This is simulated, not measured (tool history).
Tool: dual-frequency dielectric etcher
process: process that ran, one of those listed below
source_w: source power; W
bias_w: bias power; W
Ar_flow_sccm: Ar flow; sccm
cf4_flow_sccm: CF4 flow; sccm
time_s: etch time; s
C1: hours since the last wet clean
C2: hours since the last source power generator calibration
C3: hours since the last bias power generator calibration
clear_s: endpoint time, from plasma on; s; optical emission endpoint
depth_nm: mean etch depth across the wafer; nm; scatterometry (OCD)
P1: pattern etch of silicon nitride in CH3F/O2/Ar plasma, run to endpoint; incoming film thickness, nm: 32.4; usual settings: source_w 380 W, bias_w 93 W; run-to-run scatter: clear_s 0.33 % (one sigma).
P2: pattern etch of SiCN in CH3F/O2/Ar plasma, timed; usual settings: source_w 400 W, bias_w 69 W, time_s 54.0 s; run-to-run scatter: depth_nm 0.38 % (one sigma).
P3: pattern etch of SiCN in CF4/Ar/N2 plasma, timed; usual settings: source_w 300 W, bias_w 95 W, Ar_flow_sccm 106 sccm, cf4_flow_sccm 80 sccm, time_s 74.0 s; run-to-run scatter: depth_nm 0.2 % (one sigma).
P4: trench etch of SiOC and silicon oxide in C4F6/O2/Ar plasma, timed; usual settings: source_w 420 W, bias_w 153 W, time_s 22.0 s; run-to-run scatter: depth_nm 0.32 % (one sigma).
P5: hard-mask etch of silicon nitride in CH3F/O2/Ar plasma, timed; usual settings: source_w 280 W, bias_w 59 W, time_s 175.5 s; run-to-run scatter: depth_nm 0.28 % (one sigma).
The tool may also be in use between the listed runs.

run 1 hour=3.7 | process=P1 source_w=380 bias_w=93 | C1=300.9 C2=1985.2 C3=2355.3 | clear_s=43.925
run 2 hour=9.4 | process=P3 source_w=300 bias_w=62 Ar_flow_sccm=106 cf4_flow_sccm=80 time_s=74.0 | C1=306.6 C2=1990.9 C3=2361.0 | depth_nm=42.224
run 3 hour=12.9 | process=P5 source_w=280 bias_w=83 time_s=175.5 | C1=310.1 C2=1994.4 C3=2364.5 | depth_nm=112.980
run 4 hour=16.7 | process=P4 source_w=420 bias_w=196 time_s=22.0 | C1=313.9 C2=1998.2 C3=2368.3 | depth_nm=44.170
run 5 hour=22.9 | process=P1 source_w=380 bias_w=93 | C1=320.1 C2=2004.4 C3=2374.5 | clear_s=43.821
run 6 hour=27.9 | process=P4 source_w=420 bias_w=153 time_s=28.5 | C1=325.1 C2=2009.4 C3=2379.5 | depth_nm=53.123
run 7 hour=33.9 | process=P5 source_w=280 bias_w=59 time_s=175.5 | C1=331.1 C2=2015.4 C3=2385.5 | depth_nm=99.878
run 8 hour=38.9 | process=P3 source_w=190 bias_w=95 Ar_flow_sccm=106 cf4_flow_sccm=80 time_s=74.0 | C1=336.1 C2=2020.4 C3=2390.5 | depth_nm=33.079
run 9 hour=44.9 | process=P3 source_w=300 bias_w=95 Ar_flow_sccm=86 cf4_flow_sccm=80 time_s=74.0 | C1=342.1 C2=2026.4 C3=2396.5 | depth_nm=50.556
run 10 hour=47.9 | process=P3 source_w=300 bias_w=95 Ar_flow_sccm=106 cf4_flow_sccm=80 time_s=46.5 | C1=345.1 C2=2029.4 C3=2399.5 | depth_nm=31.008
run 11 hour=53.9 | process=P2 source_w=400 bias_w=69 time_s=54.0 | C1=351.1 C2=2035.4 C3=2405.5 | depth_nm=20.258
run 12 hour=59.5 | process=P4 source_w=420 bias_w=153 time_s=22.0 | C1=356.7 C2=2041.0 C3=2411.1 | depth_nm=41.136
run 13 hour=63.4 | process=P4 source_w=270 bias_w=153 time_s=22.0 | C1=360.6 C2=2044.9 C3=2415.0 | depth_nm=34.474
run 14 hour=69.5 | process=P5 source_w=280 bias_w=59 time_s=175.5 | C1=366.7 C2=2051.0 C3=2421.1 | depth_nm=99.767
run 15 hour=74.6 | process=P2 source_w=400 bias_w=69 time_s=72.0 | C1=371.8 C2=2056.1 C3=2426.2 | depth_nm=27.278
run 16 hour=79.6 | process=P1 source_w=380 bias_w=93 | C1=376.8 C2=2061.1 C3=2431.2 | clear_s=43.886
run 17 hour=83.4 | process=P4 source_w=420 bias_w=153 time_s=22.0 | C1=380.6 C2=2064.9 C3=2435.0 | depth_nm=40.931
run 18 hour=86.6 | process=P3 source_w=300 bias_w=95 Ar_flow_sccm=106 cf4_flow_sccm=80 time_s=74.0 | C1=383.8 C2=2068.1 C3=2438.2 | depth_nm=49.062
run 19 hour=90.6 | process=P1 source_w=380 bias_w=121 | C1=387.8 C2=2072.1 C3=2442.2 | clear_s=39.773
run 20 hour=95.8 | process=P1 source_w=380 bias_w=93 | C1=393.0 C2=2077.3 C3=2447.4 | clear_s=43.695
run 21 hour=102.3 | process=P3 source_w=300 bias_w=95 Ar_flow_sccm=106 cf4_flow_sccm=48 time_s=74.0 | C1=399.5 C2=2083.8 C3=2453.9 | depth_nm=45.848
run 22 hour=108.1 | process=P3 source_w=300 bias_w=95 Ar_flow_sccm=106 cf4_flow_sccm=80 time_s=74.0 | C1=405.3 C2=2089.6 C3=2459.7 | depth_nm=49.227
run 23 hour=112.3 | process=P2 source_w=520 bias_w=69 time_s=54.0 | C1=409.5 C2=2093.8 C3=2463.9 | depth_nm=22.494
run 24 hour=118.6 | process=P1 source_w=380 bias_w=93 | C1=415.8 C2=2100.1 C3=2470.2 | clear_s=43.937
run 25 hour=121.5 | process=P1 source_w=380 bias_w=93 | C1=418.7 C2=2103.0 C3=2473.1 | clear_s=43.820
run 26 hour=127.5 | process=P5 source_w=360 bias_w=59 time_s=175.5 | C1=424.7 C2=2109.0 C3=2479.1 | depth_nm=110.200
run 27 hour=133.7 | process=P1 source_w=530 bias_w=93 | C1=430.9 C2=2115.2 C3=2485.3 | clear_s=38.659
run 28 hour=137.4 | process=P5 source_w=280 bias_w=59 time_s=96.5 | C1=434.6 C2=2118.9 C3=2489.0 | depth_nm=55.177
run 29 hour=141.4 | process=P1 source_w=230 bias_w=69 | C1=438.6 C2=2122.9 C3=2493.0 | clear_s=58.712
run 30 hour=147.2 | process=P2 source_w=400 bias_w=90 time_s=54.0 | C1=444.4 C2=2128.7 C3=2498.8 | depth_nm=22.321
run 31 hour=150.7 | process=P1 source_w=260 bias_w=93 | C1=447.9 C2=2132.2 C3=2502.3 | clear_s=50.281
run 32 hour=155.0 | process=P1 source_w=380 bias_w=76 | C1=452.2 C2=2136.5 C3=2506.6 | clear_s=47.249
run 33 hour=158.4 | process=P1 source_w=380 bias_w=93 | C1=455.6 C2=2139.9 C3=2510.0 | clear_s=44.032
run 34 hour=161.5 | process=P1 source_w=380 bias_w=93 | C1=458.7 C2=2143.0 C3=2513.1 | clear_s=43.684
run 35 hour=164.8 | process=P1 source_w=380 bias_w=93 | C1=462.0 C2=2146.3 C3=2516.4 | clear_s=43.268
run 36 hour=170.2 | process=P1 source_w=380 bias_w=93 | C1=467.4 C2=2151.7 C3=2521.8 | clear_s=43.339
run 37 hour=174.8 | process=P1 source_w=380 bias_w=93 | C1=472.0 C2=2156.3 C3=2526.4 | clear_s=43.557
run 38 hour=179.3 | process=P1 source_w=380 bias_w=93 | C1=476.5 C2=2160.8 C3=2530.9 | clear_s=43.259
-- hour=180.6 wet clean of the chamber
run 39 hour=185.7 | process=P1 source_w=380 bias_w=93 | C1=5.1 C2=2167.2 C3=2537.3 | clear_s=43.295
run 40 hour=191.8 | process=P1 source_w=380 bias_w=93 | C1=11.2 C2=2173.3 C3=2543.4 | clear_s=42.863

What P1 gives has crept away from where it was. These 2 causes fit the log equally well, each at the size given:
A: source power that arrives over what is set, % = 4.59
B: bias power that arrives over what is set, % = 4.7
The creep began at about hour 158.4.
Why every other cause is out:
chamber walls in a state that raises the etch rate, %: serviced at hour 180.6, which brought nothing back

4 check runs are offered, one wafer each, their results left as question marks. Which one tells the causes apart?
run check 1 hour=197.9 | process=P5 source_w=280 bias_w=82 time_s=175.5 | depth_nm=?
run check 2 hour=197.9 | process=P4 source_w=420 bias_w=153 time_s=26.0 | depth_nm=?
run check 3 hour=197.9 | process=P3 source_w=300 bias_w=95 Ar_flow_sccm=106 cf4_flow_sccm=59 time_s=50.5 | depth_nm=?
run check 4 hour=197.9 | process=P2 source_w=490 bias_w=69 time_s=54.0 | depth_nm=?

What each check would give under each cause:
check=check_1 result=depth_nm if_A=114.510 if_B=114.500
check=check_2 result=depth_nm if_A=49.303 if_B=49.124
check=check_3 result=depth_nm if_A=33.546 if_B=32.847
check=check_4 result=depth_nm if_A=22.279 if_B=22.255
How far apart the two closest causes lie, in the result that separates them most: check 1 0.01 %; check 2 0.36 %; check 3 2.11 %; check 4 0.11 %
Check 3 tells the causes apart: in the others they would give nearly the same result.

Then check 3 was run and gave: depth_nm 33.563 nm. Which cause is it?

It is A: source power that arrives over what is set, %.

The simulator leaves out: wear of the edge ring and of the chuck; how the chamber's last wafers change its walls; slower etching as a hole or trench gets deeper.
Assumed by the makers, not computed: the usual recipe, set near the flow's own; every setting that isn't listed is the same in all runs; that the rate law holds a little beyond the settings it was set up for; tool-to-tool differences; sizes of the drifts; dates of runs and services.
